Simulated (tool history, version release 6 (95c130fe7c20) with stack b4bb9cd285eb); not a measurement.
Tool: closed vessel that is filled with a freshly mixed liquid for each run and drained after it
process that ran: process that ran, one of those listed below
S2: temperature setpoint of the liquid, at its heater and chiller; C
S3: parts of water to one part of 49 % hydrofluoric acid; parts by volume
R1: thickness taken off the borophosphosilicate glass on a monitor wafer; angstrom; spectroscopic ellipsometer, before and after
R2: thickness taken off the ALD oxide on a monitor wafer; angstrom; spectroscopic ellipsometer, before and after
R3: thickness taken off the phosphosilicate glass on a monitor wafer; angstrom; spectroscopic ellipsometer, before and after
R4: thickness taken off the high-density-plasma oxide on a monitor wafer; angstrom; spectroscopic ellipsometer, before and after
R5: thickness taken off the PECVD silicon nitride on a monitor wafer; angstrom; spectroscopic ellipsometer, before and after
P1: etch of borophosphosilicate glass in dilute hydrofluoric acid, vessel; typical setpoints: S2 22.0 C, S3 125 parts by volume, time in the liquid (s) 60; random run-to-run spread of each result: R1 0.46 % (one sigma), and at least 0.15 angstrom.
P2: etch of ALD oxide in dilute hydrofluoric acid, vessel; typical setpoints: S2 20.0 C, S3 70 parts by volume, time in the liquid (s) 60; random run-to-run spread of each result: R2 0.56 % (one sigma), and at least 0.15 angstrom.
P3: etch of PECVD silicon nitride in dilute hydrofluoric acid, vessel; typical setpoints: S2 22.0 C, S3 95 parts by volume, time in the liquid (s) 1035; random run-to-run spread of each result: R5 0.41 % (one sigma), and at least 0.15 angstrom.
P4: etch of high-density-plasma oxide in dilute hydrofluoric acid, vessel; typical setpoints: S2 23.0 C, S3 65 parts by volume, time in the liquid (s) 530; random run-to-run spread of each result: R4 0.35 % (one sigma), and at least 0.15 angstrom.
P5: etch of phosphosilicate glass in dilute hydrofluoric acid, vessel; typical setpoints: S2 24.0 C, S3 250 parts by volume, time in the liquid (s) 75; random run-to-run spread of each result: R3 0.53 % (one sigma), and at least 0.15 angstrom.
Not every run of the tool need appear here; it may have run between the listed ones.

run 1 day=0.392 | process_that_ran=P1 S2=22.0 S3=125 time_in_the_liquid_(s)=60 | R1=374.65
run 2 day=0.838 | process_that_ran=P2 S2=20.0 S3=70 time_in_the_liquid_(s)=60 | R2=107.390
run 3 day=1.200 | process_that_ran=P1 S2=22.0 S3=125 time_in_the_liquid_(s)=60 | R1=378.32
run 4 day=1.917 | process_that_ran=P2 S2=20.0 S3=100 time_in_the_liquid_(s)=60 | R2=72.719
run 5 day=2.312 | process_that_ran=P5 S2=24.0 S3=250 time_in_the_liquid_(s)=115 | R3=591.71
run 6 day=2.979 | process_that_ran=P1 S2=17.5 S3=125 time_in_the_liquid_(s)=60 | R1=311.72
-- day=3.158 thermometer replaced
run 7 day=3.462 | process_that_ran=P5 S2=24.0 S3=250 time_in_the_liquid_(s)=75 | R3=391.11
run 8 day=4.062 | process_that_ran=P1 S2=22.0 S3=125 time_in_the_liquid_(s)=30 | R1=186.88
run 9 day=4.771 | process_that_ran=P1 S2=28.5 S3=125 time_in_the_liquid_(s)=60 | R1=483.31
run 10 day=5.279 | process_that_ran=P1 S2=22.0 S3=125 time_in_the_liquid_(s)=60 | R1=374.50
run 11 day=5.704 | process_that_ran=P4 S2=23.0 S3=65 time_in_the_liquid_(s)=990 | R4=763.18
run 12 day=6.379 | process_that_ran=P5 S2=18.0 S3=250 time_in_the_liquid_(s)=75 | R3=311.20
run 13 day=7.088 | process_that_ran=P1 S2=22.0 S3=175 time_in_the_liquid_(s)=60 | R1=254.58
run 14 day=7.621 | process_that_ran=P4 S2=23.0 S3=35 time_in_the_liquid_(s)=530 | R4=795.13
run 15 day=8.146 | process_that_ran=P1 S2=18.0 S3=45 time_in_the_liquid_(s)=60 | R1=969.64
run 16 day=8.671 | process_that_ran=P4 S2=23.0 S3=65 time_in_the_liquid_(s)=530 | R4=412.20
run 17 day=9.362 | process_that_ran=P1 S2=22.0 S3=125 time_in_the_liquid_(s)=60 | R1=376.13
run 18 day=9.692 | process_that_ran=P2 S2=20.0 S3=70 time_in_the_liquid_(s)=85 | R2=151.810
run 19 day=10.408 | process_that_ran=P1 S2=22.0 S3=125 time_in_the_liquid_(s)=60 | R1=378.82
run 20 day=10.721 | process_that_ran=P3 S2=22.0 S3=95 time_in_the_liquid_(s)=1695 | R5=466.96
run 21 day=11.288 | process_that_ran=P1 S2=22.0 S3=125 time_in_the_liquid_(s)=95 | R1=592.22
run 22 day=11.700 | process_that_ran=P3 S2=22.0 S3=95 time_in_the_liquid_(s)=1035 | R5=286.58
run 23 day=12.338 | process_that_ran=P4 S2=23.0 S3=65 time_in_the_liquid_(s)=530 | R4=408.03
run 24 day=12.946 | process_that_ran=P1 S2=22.0 S3=205 time_in_the_liquid_(s)=35 | R1=121.48
run 25 day=13.617 | process_that_ran=P1 S2=22.0 S3=50 time_in_the_liquid_(s)=60 | R1=1027.30
run 26 day=14.221 | process_that_ran=P1 S2=22.0 S3=125 time_in_the_liquid_(s)=60 | R1=376.32
run 27 day=14.596 | process_that_ran=P4 S2=17.0 S3=65 time_in_the_liquid_(s)=530 | R4=317.12
run 28 day=14.975 | process_that_ran=P3 S2=22.0 S3=95 time_in_the_liquid_(s)=1035 | R5=286.14
run 29 day=15.679 | process_that_ran=P2 S2=28.0 S3=70 time_in_the_liquid_(s)=60 | R2=147.730
run 30 day=16.133 | process_that_ran=P3 S2=28.5 S3=95 time_in_the_liquid_(s)=1035 | R5=437.19
run 31 day=16.742 | process_that_ran=P5 S2=24.0 S3=110 time_in_the_liquid_(s)=75 | R3=1029.70
run 32 day=17.071 | process_that_ran=P3 S2=22.0 S3=25 time_in_the_liquid_(s)=1035 | R5=1049.90
run 33 day=17.496 | process_that_ran=P1 S2=22.0 S3=125 time_in_the_liquid_(s)=60 | R1=377.91
run 34 day=18.025 | process_that_ran=P1 S2=22.0 S3=125 time_in_the_liquid_(s)=60 | R1=368.33
run 35 day=18.554 | process_that_ran=P1 S2=22.0 S3=125 time_in_the_liquid_(s)=60 | R1=355.91
run 36 day=19.150 | process_that_ran=P1 S2=22.0 S3=125 time_in_the_liquid_(s)=60 | R1=357.21
run 37 day=19.533 | process_that_ran=P1 S2=22.0 S3=125 time_in_the_liquid_(s)=60 | R1=355.69
run 38 day=20.079 | process_that_ran=P1 S2=22.0 S3=125 time_in_the_liquid_(s)=60 | R1=355.43
run 39 day=20.629 | process_that_ran=P1 S2=22.0 S3=125 time_in_the_liquid_(s)=60 | R1=349.57
run 40 day=21.250 | process_that_ran=P1 S2=22.0 S3=125 time_in_the_liquid_(s)=60 | R1=351.52
run 41 day=21.912 | process_that_ran=P1 S2=22.0 S3=125 time_in_the_liquid_(s)=60 | R1=348.12

What P1 gives has crept away from where it was. These 2 causes fit the log equally well, each at the size given:
A: hydrofluoric acid flow below the setpoint (%) = 5.55
B: liquid colder than its thermometer reads (K) = 1.64
The creep began at about day 17.496.

Below are 4 check runs, each on a single wafer, with their results shown as question marks. Which of them would tell the listed causes apart, meaning the causes would give clearly different results under it?
run check 1 day=22.575 | process_that_ran=P3 S2=22.0 S3=95 time_in_the_liquid_(s)=1035 | R5=?
run check 2 day=22.575 | process_that_ran=P5 S2=24.0 S3=250 time_in_the_liquid_(s)=75 | R3=?
run check 3 day=22.575 | process_that_ran=P4 S2=23.0 S3=65 time_in_the_liquid_(s)=530 | R4=?
run check 4 day=22.575 | process_that_ran=P2 S2=20.0 S3=70 time_in_the_liquid_(s)=60 | R2=?

Predicted outcomes, by check and by cause:
check=check_1 result=R5 if_A=271.10 if_B=256.65
check=check_2 result=R3 if_A=359.87 if_B=364.47
check=check_3 result=R4 if_A=384.46 if_B=382.25
check=check_4 result=R2 if_A=100.280 if_B=99.549
Gap, in per cent, between the two causes that each check separates least, read from the result that separates them most: check 1 5.48 %; check 2 1.27 %; check 3 0.58 %; check 4 0.73 %
Check 1 is the one run that separates the causes; every other check would come out nearly the same whichever cause is at work.

Check 1 was then run and gave: R5 254.58 angstrom. Which cause is it?

It is B: liquid colder than its thermometer reads (K).
